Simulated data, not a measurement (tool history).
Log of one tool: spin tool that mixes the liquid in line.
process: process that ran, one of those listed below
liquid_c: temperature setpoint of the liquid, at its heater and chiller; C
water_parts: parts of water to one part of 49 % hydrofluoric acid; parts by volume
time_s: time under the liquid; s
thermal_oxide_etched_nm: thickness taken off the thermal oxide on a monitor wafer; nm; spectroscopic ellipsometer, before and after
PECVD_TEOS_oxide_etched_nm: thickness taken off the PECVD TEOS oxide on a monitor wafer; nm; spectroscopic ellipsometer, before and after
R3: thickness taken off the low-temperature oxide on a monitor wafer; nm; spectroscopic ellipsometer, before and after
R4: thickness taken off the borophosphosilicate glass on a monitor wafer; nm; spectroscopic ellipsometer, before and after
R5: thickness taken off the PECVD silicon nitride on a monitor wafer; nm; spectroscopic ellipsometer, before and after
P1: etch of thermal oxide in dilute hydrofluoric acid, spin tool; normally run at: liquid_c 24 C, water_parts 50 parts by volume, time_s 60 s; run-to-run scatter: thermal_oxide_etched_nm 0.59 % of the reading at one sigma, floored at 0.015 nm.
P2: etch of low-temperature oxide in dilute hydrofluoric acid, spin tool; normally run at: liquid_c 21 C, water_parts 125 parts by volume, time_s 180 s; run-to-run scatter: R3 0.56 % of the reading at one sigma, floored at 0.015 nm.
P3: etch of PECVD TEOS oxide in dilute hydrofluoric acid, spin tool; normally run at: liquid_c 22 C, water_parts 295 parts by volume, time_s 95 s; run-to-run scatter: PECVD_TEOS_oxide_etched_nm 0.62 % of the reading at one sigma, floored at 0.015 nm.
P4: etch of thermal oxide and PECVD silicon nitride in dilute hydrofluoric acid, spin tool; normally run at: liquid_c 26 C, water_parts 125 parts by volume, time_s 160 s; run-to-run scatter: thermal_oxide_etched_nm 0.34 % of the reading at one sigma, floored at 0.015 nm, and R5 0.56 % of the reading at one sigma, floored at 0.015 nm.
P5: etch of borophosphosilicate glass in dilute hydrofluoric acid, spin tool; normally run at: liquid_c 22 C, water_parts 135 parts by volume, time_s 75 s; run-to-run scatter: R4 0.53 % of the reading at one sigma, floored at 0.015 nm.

Run 1, hour 5.2: process P1, liquid_c 24 C, water_parts 50 parts by volume, time_s 60 s. Result: thermal_oxide_etched_nm 5.9312 nm.
Run 2, hour 14: process P1, liquid_c 24 C, water_parts 85 parts by volume, time_s 60 s. Result: thermal_oxide_etched_nm 3.291 nm.
Run 3, hour 21.3: process P1, liquid_c 24 C, water_parts 50 parts by volume, time_s 60 s. Result: thermal_oxide_etched_nm 5.9252 nm.
Run 4, hour 25.3: process P1, liquid_c 30.5 C, water_parts 80 parts by volume, time_s 60 s. Result: thermal_oxide_etched_nm 4.5566 nm.
Run 5, hour 33.9: process P3, liquid_c 22 C, water_parts 295 parts by volume, time_s 95 s. Result: PECVD_TEOS_oxide_etched_nm 4.9517 nm.
Run 6, hour 41.8: process P1, liquid_c 24 C, water_parts 50 parts by volume, time_s 60 s. Result: thermal_oxide_etched_nm 5.9321 nm.
Run 7, hour 47.5: process P1, liquid_c 24 C, water_parts 50 parts by volume, time_s 30 s. Result: thermal_oxide_etched_nm 2.9414 nm.
Run 8, hour 51.8: process P3, liquid_c 22 C, water_parts 80 parts by volume, time_s 95 s. Result: PECVD_TEOS_oxide_etched_nm 22.581 nm.
Run 9, hour 58.7: process P2, liquid_c 21 C, water_parts 125 parts by volume, time_s 180 s. Result: R3 13.302 nm.
Run 10, hour 64.3: process P5, liquid_c 22 C, water_parts 35 parts by volume, time_s 75 s. Result: R4 61.622 nm.
Run 11, hour 69.5: process P4, liquid_c 26 C, water_parts 125 parts by volume, time_s 160 s. Result: thermal_oxide_etched_nm 6.6462 nm, R5 4.1082 nm.
Run 12, hour 76.9: process P2, liquid_c 21 C, water_parts 125 parts by volume, time_s 365 s. Result: R3 27.033 nm.
Run 13, hour 81.3: process P1, liquid_c 24 C, water_parts 25 parts by volume, time_s 105 s. Result: thermal_oxide_etched_nm 21.333 nm.
Run 14, hour 85.4: process P5, liquid_c 22 C, water_parts 135 parts by volume, time_s 75 s. Result: R4 14.125 nm.
Run 15, hour 93.4: process P5, liquid_c 17 C, water_parts 135 parts by volume, time_s 75 s. Result: R4 11.574 nm.
Run 16, hour 97.6: process P5, liquid_c 22 C, water_parts 135 parts by volume, time_s 15 s. Result: R4 2.8405 nm.
Run 17, hour 104.2: process P1, liquid_c 17 C, water_parts 50 parts by volume, time_s 60 s. Result: thermal_oxide_etched_nm 4.4056 nm.
Run 18, hour 108.2: process P4, liquid_c 26 C, water_parts 125 parts by volume, time_s 160 s. Result: thermal_oxide_etched_nm 6.6739 nm, R5 4.0953 nm.
Run 19, hour 116.1: process P1, liquid_c 30 C, water_parts 50 parts by volume, time_s 60 s. Result: thermal_oxide_etched_nm 7.5433 nm.
Run 20, hour 122.5: process P1, liquid_c 24 C, water_parts 30 parts by volume, time_s 60 s. Result: thermal_oxide_etched_nm 10.106 nm.
Run 21, hour 128.9: process P1, liquid_c 24 C, water_parts 50 parts by volume, time_s 110 s. Result: thermal_oxide_etched_nm 10.846 nm.
Run 22, hour 137.8: process P3, liquid_c 17 C, water_parts 295 parts by volume, time_s 95 s. Result: PECVD_TEOS_oxide_etched_nm 4.0998 nm.
Run 23, hour 141.8: process P2, liquid_c 21 C, water_parts 125 parts by volume, time_s 180 s. Result: R3 13.243 nm.
Run 24, hour 150.1: process P4, liquid_c 26 C, water_parts 125 parts by volume, time_s 35 s. Result: thermal_oxide_etched_nm 1.4482 nm, R5 0.90678 nm.
Run 25, hour 158.8: process P1, liquid_c 24 C, water_parts 50 parts by volume, time_s 60 s. Result: thermal_oxide_etched_nm 5.9079 nm.

Predict the results of run 26:
Run 26, hour 162.8: process P2, liquid_c 25 C, water_parts 125 parts by volume, time_s 180 s. Result: R3 ?.

{"run 26": {"R3": 15.566}}

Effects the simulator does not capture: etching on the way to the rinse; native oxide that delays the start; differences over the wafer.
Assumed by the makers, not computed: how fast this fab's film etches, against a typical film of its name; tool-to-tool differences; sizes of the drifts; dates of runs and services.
